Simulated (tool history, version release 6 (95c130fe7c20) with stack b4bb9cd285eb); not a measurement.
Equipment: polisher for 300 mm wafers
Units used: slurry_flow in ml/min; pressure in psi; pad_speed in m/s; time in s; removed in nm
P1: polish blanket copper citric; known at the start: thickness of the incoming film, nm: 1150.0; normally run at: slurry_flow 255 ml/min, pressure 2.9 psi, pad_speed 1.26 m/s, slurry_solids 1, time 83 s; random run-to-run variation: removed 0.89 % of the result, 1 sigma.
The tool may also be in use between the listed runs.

run	hour	slurry_flow	pressure	pad_speed	slurry_solids	time	wafers polished on this pad	hours since the slurry nozzle was cleaned	hours since the head pressure was calibrated	hours since the slurry blender was calibrated	removed
1	8.1	255	2.9	1.26	1	83	651	265.6	771.3	75.5	261.37
2	19.6	255	2.9	1.26	1	83	753	277.1	782.8	87	259.19
3	33.8	255	2.9	1.26	1	54	878	291.3	797	101.2	172.18
4	48.1	255	2.9	1.26	0.5	83	1004	305.6	811.3	115.5	226.88
5	63.7	375	2.9	1.26	1	83	1141	321.2	826.9	131.1	272
6	75.4	255	3.9	1.26	1	83	1244	332.9	838.6	142.8	350.42
7	86.3	255	2.9	1.26	1	83	1340	343.8	849.5	153.7	264.03
8	97.1	255	2.9	1.96	1	83	1435	354.6	860.3	164.5	407.71
9	108.2	255	2.9	1.26	1	83	1533	365.7	871.4	175.6	262.72
10	117.6	160	2.9	1.26	1	83	1616	375.1	880.8	185	244.68
11	125	255	2.9	0.66	1	83	1681	382.5	888.2	192.4	141.06
12	141.2	255	2.9	1.26	1.5	83	1824	398.7	904.4	208.6	287.8
13	151.6	255	2.9	1.26	1	83	1915	409.1	914.8	219	262.08

For run 14, what comes out?
14	167.3	255	2.9	1.26	1	131	2053	424.8	930.5	234.7	?

{"run 14": {"removed": 415.78}}
